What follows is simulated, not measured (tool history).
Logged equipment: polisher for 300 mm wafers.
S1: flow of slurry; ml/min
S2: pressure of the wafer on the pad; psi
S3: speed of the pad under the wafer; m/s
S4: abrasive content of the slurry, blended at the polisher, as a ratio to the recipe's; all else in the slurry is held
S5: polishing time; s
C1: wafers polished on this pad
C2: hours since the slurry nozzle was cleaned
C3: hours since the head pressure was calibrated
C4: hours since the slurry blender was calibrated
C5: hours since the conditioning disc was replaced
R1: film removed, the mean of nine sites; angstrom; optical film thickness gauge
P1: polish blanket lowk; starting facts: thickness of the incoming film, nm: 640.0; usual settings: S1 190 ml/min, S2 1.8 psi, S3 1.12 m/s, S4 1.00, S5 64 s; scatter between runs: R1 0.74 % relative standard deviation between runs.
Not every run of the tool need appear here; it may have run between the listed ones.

run,hour,S1,S2,S3,S4,S5,C1,C2,C3,C4,C5,R1
1,9.1,190,1.8,1.12,1.00,64,397,175.4,758.7,230.6,100.9,272.35
2,16.6,190,1.8,1.12,1.00,100,439,182.9,766.2,238.1,108.4,429.05
3,30.3,190,1.8,0.50,1.00,64,517,196.6,779.9,251.8,122.1,144.06
4,43.2,190,1.8,1.12,1.00,44,590,209.5,792.8,264.7,135.0,186.03
5,52.3,235,1.8,1.12,1.20,64,642,218.6,801.9,273.8,144.1,306.28
6,61.2,190,1.3,1.12,1.00,64,692,227.5,810.8,282.7,153.0,198.61
7,71.3,190,1.8,1.12,0.50,64,749,237.6,820.9,292.8,163.1,185.24
8,77.6,295,1.8,1.12,1.00,64,785,243.9,827.2,299.1,169.4,289.31
9,90.0,190,1.8,1.62,1.00,64,855,256.3,839.6,311.5,181.8,365.13
10,96.4,190,1.8,1.12,1.00,64,892,262.7,846.0,317.9,188.2,275.91
11,105.9,190,1.8,1.12,1.45,64,946,272.2,855.5,327.4,197.7,321.97
12,112.1,190,2.7,1.12,1.00,64,981,278.4,861.7,333.6,203.9,415.16
13,119.8,190,1.8,1.12,1.00,64,1024,286.1,869.4,341.3,211.6,272.18
14,132.0,190,1.8,1.12,1.00,64,1093,298.3,881.6,353.5,223.8,274.21
15,138.3,120,1.8,0.86,1.00,64,1129,304.6,887.9,359.8,230.1,206.41
16,146.2,115,1.8,1.12,1.00,64,1174,312.5,895.8,367.7,238.0,250.26
17,153.6,190,1.8,1.12,1.00,64,1216,319.9,903.2,375.1,245.4,271.33
18,165.6,190,1.8,1.12,1.00,64,1284,331.9,915.2,387.1,257.4,259.65
19,172.3,190,1.8,1.12,1.00,64,1322,338.6,921.9,393.8,264.1,250.79
20,183.4,190,1.8,1.12,1.00,64,1385,349.7,933.0,404.9,275.2,247.32
# hour 185.2: head pressure recalibrated
# hour 188.9: slurry nozzle cleaned
# hour 195.2: conditioning disc replaced and pad reconditioned
21,197.8,190,1.8,1.12,1.00,64,1467,9.0,12.6,419.3,2.6,243.67
22,211.7,190,1.8,1.12,1.00,64,1545,22.9,26.5,433.2,16.5,242.93
23,222.0,190,1.8,1.12,1.00,64,1604,33.2,36.8,443.5,26.8,241.49

The log shows P1 creeping away from where it was. Any of the 2 causes listed here, at the size stated for it, fits the log just as well as the others:
A: abrasive missing from the slurry, % = 22.7
B: removal rate lost through wear of the pad, % = 11.8
Creep in the process output first set in at about hour 153.6.
All other causes, with the reason each is excluded:
slurry flow missing at the pad, %: serviced at hour 188.9, after the change had begun; the process did not return to its earlier output
head's pressure below its setpoint, %: serviced at hour 185.2, after the change had begun; the process did not return to its earlier output
time polished since the conditioner stopped cutting, s: serviced at hour 195.2, after the change had begun; the process did not return to its earlier output

You are offered 4 check runs, listed below with question marks in place of their results; each one averages 5 wafers. Which run separates the listed causes by giving clearly different results for each?
check 1,232.3,190,1.4,1.12,0.65,64,,,,,,?
check 2,232.3,190,1.8,0.74,1.00,98,,,,,,?
check 3,232.3,155,1.8,1.12,1.00,64,,,,,,?
check 4,232.3,190,2.2,1.12,1.00,64,,,,,,?

Expected result of each check under each candidate cause:
check,result,if A,if B
check 1,R1,146.94,150.98
check 2,R1,265.66,265.58
check 3,R1,234.23,234.17
check 4,R1,295.40,295.32
How far apart the two closest causes lie, in the result that separates them most: check 1 2.71 %; check 2 0.03 %; check 3 0.03 %; check 4 0.03 %
Of the check runs offered, only check 1 discriminates between the causes; the rest would read about the same regardless of which cause applies.

Check 1 has now been run. It gave: R1 151.68 angstrom. Which of the candidate causes is it?

Of the candidate causes, it is B: removal rate lost through wear of the pad, %.

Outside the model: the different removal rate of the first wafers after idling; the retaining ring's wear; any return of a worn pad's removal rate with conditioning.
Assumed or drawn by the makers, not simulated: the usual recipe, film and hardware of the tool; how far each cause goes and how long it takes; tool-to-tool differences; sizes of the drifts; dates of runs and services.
